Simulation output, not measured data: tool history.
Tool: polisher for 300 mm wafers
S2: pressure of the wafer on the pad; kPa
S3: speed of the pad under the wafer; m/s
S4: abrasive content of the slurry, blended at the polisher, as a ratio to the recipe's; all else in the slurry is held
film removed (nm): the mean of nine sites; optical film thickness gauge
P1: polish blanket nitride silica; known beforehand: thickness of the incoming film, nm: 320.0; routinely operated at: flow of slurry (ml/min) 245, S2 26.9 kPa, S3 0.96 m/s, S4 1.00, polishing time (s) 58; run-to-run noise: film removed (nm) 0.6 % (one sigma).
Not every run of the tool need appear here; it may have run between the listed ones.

{"run": 1, "day": 0.233, "flow of slurry (ml/min)": 245, "S2": 26.9, "S3": 0.96, "S4": 1.0, "polishing time (s)": 58, "film removed (nm)": 39.644}
{"run": 2, "day": 0.479, "flow of slurry (ml/min)": 245, "S2": 26.9, "S3": 0.96, "S4": 1.25, "polishing time (s)": 58, "film removed (nm)": 43.234}
{"run": 3, "day": 0.625, "flow of slurry (ml/min)": 355, "S2": 26.9, "S3": 0.96, "S4": 1.0, "polishing time (s)": 58, "film removed (nm)": 41.307}
{"run": 4, "day": 0.812, "flow of slurry (ml/min)": 145, "S2": 26.9, "S3": 0.96, "S4": 1.0, "polishing time (s)": 58, "film removed (nm)": 37.083}
{"day": 0.842, "done": "conditioning disc replaced and pad reconditioned"}
{"run": 5, "day": 0.925, "flow of slurry (ml/min)": 245, "S2": 26.9, "S3": 0.96, "S4": 0.55, "polishing time (s)": 58, "film removed (nm)": 28.982}
{"run": 6, "day": 1.104, "flow of slurry (ml/min)": 245, "S2": 26.9, "S3": 0.96, "S4": 1.0, "polishing time (s)": 58, "film removed (nm)": 39.475}
{"run": 7, "day": 1.312, "flow of slurry (ml/min)": 245, "S2": 40.7, "S3": 0.96, "S4": 1.0, "polishing time (s)": 58, "film removed (nm)": 59.074}
{"run": 8, "day": 1.483, "flow of slurry (ml/min)": 245, "S2": 26.9, "S3": 0.96, "S4": 1.0, "polishing time (s)": 58, "film removed (nm)": 39.185}
{"run": 9, "day": 1.629, "flow of slurry (ml/min)": 245, "S2": 26.9, "S3": 0.96, "S4": 1.0, "polishing time (s)": 58, "film removed (nm)": 39.483}
{"run": 10, "day": 1.883, "flow of slurry (ml/min)": 245, "S2": 13.8, "S3": 0.96, "S4": 0.6, "polishing time (s)": 58, "film removed (nm)": 15.451}
{"run": 11, "day": 2.142, "flow of slurry (ml/min)": 245, "S2": 26.9, "S3": 1.5, "S4": 1.0, "polishing time (s)": 58, "film removed (nm)": 57.033}
{"run": 12, "day": 2.275, "flow of slurry (ml/min)": 245, "S2": 12.4, "S3": 0.96, "S4": 1.0, "polishing time (s)": 58, "film removed (nm)": 18.292}
{"run": 13, "day": 2.471, "flow of slurry (ml/min)": 245, "S2": 26.9, "S3": 0.96, "S4": 1.0, "polishing time (s)": 79, "film removed (nm)": 53.694}
{"run": 14, "day": 2.688, "flow of slurry (ml/min)": 245, "S2": 26.9, "S3": 0.96, "S4": 1.0, "polishing time (s)": 32, "film removed (nm)": 21.606}
{"day": 2.704, "done": "slurry nozzle cleaned"}
{"run": 15, "day": 2.925, "flow of slurry (ml/min)": 245, "S2": 26.9, "S3": 0.46, "S4": 1.0, "polishing time (s)": 58, "film removed (nm)": 21.873}
{"run": 16, "day": 3.083, "flow of slurry (ml/min)": 245, "S2": 26.9, "S3": 0.96, "S4": 1.0, "polishing time (s)": 58, "film removed (nm)": 39.693}
{"run": 17, "day": 3.258, "flow of slurry (ml/min)": 245, "S2": 26.9, "S3": 0.6, "S4": 0.6, "polishing time (s)": 58, "film removed (nm)": 20.754}
{"run": 18, "day": 3.508, "flow of slurry (ml/min)": 245, "S2": 26.9, "S3": 0.96, "S4": 1.0, "polishing time (s)": 58, "film removed (nm)": 39.648}
{"run": 19, "day": 3.629, "flow of slurry (ml/min)": 245, "S2": 26.9, "S3": 0.96, "S4": 1.0, "polishing time (s)": 58, "film removed (nm)": 38.28}
{"run": 20, "day": 3.775, "flow of slurry (ml/min)": 245, "S2": 26.9, "S3": 0.96, "S4": 1.0, "polishing time (s)": 58, "film removed (nm)": 37.219}
{"run": 21, "day": 3.921, "flow of slurry (ml/min)": 245, "S2": 26.9, "S3": 0.96, "S4": 1.0, "polishing time (s)": 58, "film removed (nm)": 36.053}
{"run": 22, "day": 4.071, "flow of slurry (ml/min)": 245, "S2": 26.9, "S3": 0.96, "S4": 1.0, "polishing time (s)": 58, "film removed (nm)": 35.414}
{"day": 4.188, "done": "slurry nozzle cleaned"}
{"day": 4.262, "done": "conditioning disc replaced and pad reconditioned"}
{"run": 23, "day": 4.312, "flow of slurry (ml/min)": 245, "S2": 26.9, "S3": 0.96, "S4": 1.0, "polishing time (s)": 58, "film removed (nm)": 34.896}
{"run": 24, "day": 4.442, "flow of slurry (ml/min)": 245, "S2": 26.9, "S3": 0.96, "S4": 1.0, "polishing time (s)": 58, "film removed (nm)": 35.379}
{"day": 4.521, "done": "head pressure recalibrated"}
{"run": 25, "day": 4.629, "flow of slurry (ml/min)": 245, "S2": 26.9, "S3": 0.96, "S4": 1.0, "polishing time (s)": 58, "film removed (nm)": 34.318}
{"run": 26, "day": 4.742, "flow of slurry (ml/min)": 245, "S2": 26.9, "S3": 0.96, "S4": 1.0, "polishing time (s)": 58, "film removed (nm)": 35.078}
{"run": 27, "day": 4.888, "flow of slurry (ml/min)": 245, "S2": 26.9, "S3": 0.96, "S4": 1.0, "polishing time (s)": 58, "film removed (nm)": 34.664}

P1 has crept away from where it was. The log is fitted equally well by each of these 2 causes, at the sizes shown:
A: removal rate lost through wear of the pad, % = 12.6
B: abrasive missing from the slurry, % = 24.1
The creep began at about day 3.508.
Why every other cause is out:
slurry flow missing at the pad, %: serviced at day 4.188, after the drift had started, without restoring the earlier output
head's pressure below its setpoint, %: serviced at day 4.521, after the drift had started, without restoring the earlier output
time polished since the conditioner stopped cutting, s: serviced at day 4.262, after the drift had started, without restoring the earlier output

Of the 4 check runs below, each run on 3 wafers with the results averaged and each result still a question mark, which one would tell the listed causes apart?
{"run": "check 1", "day": 5.033, "flow of slurry (ml/min)": 175, "S2": 19.3, "S3": 0.96, "S4": 1.0, "polishing time (s)": 58, "film removed (nm)": "?"}
{"run": "check 2", "day": 5.033, "flow of slurry (ml/min)": 245, "S2": 40.0, "S3": 0.96, "S4": 0.65, "polishing time (s)": 58, "film removed (nm)": "?"}
{"run": "check 3", "day": 5.033, "flow of slurry (ml/min)": 245, "S2": 13.1, "S3": 0.96, "S4": 1.0, "polishing time (s)": 34, "film removed (nm)": "?"}
{"run": "check 4", "day": 5.033, "flow of slurry (ml/min)": 245, "S2": 12.4, "S3": 0.48, "S4": 1.0, "polishing time (s)": 58, "film removed (nm)": "?"}

Predicted outcomes, by check and by cause:
check=check_1 result=film_removed_(nm) if_A=23.7920 if_B=23.7880
check=check_2 result=film_removed_(nm) if_A=41.3310 if_B=40.1310
check=check_3 result=film_removed_(nm) if_A=9.8796 if_B=9.8782
check=check_4 result=film_removed_(nm) if_A=9.1703 if_B=9.1690
Per-check spread between the two closest causes, in the result where they differ most: check 1 0.01 %; check 2 2.95 %; check 3 0.01 %; check 4 0.01 %
Only in check 2 would the causes give clearly different results; in the remaining checks their results would be nearly the same.

Here is what check 2 returned: film removed (nm) 40.3200. Which cause is it?

The correct cause is B, namely: abrasive missing from the slurry, %.
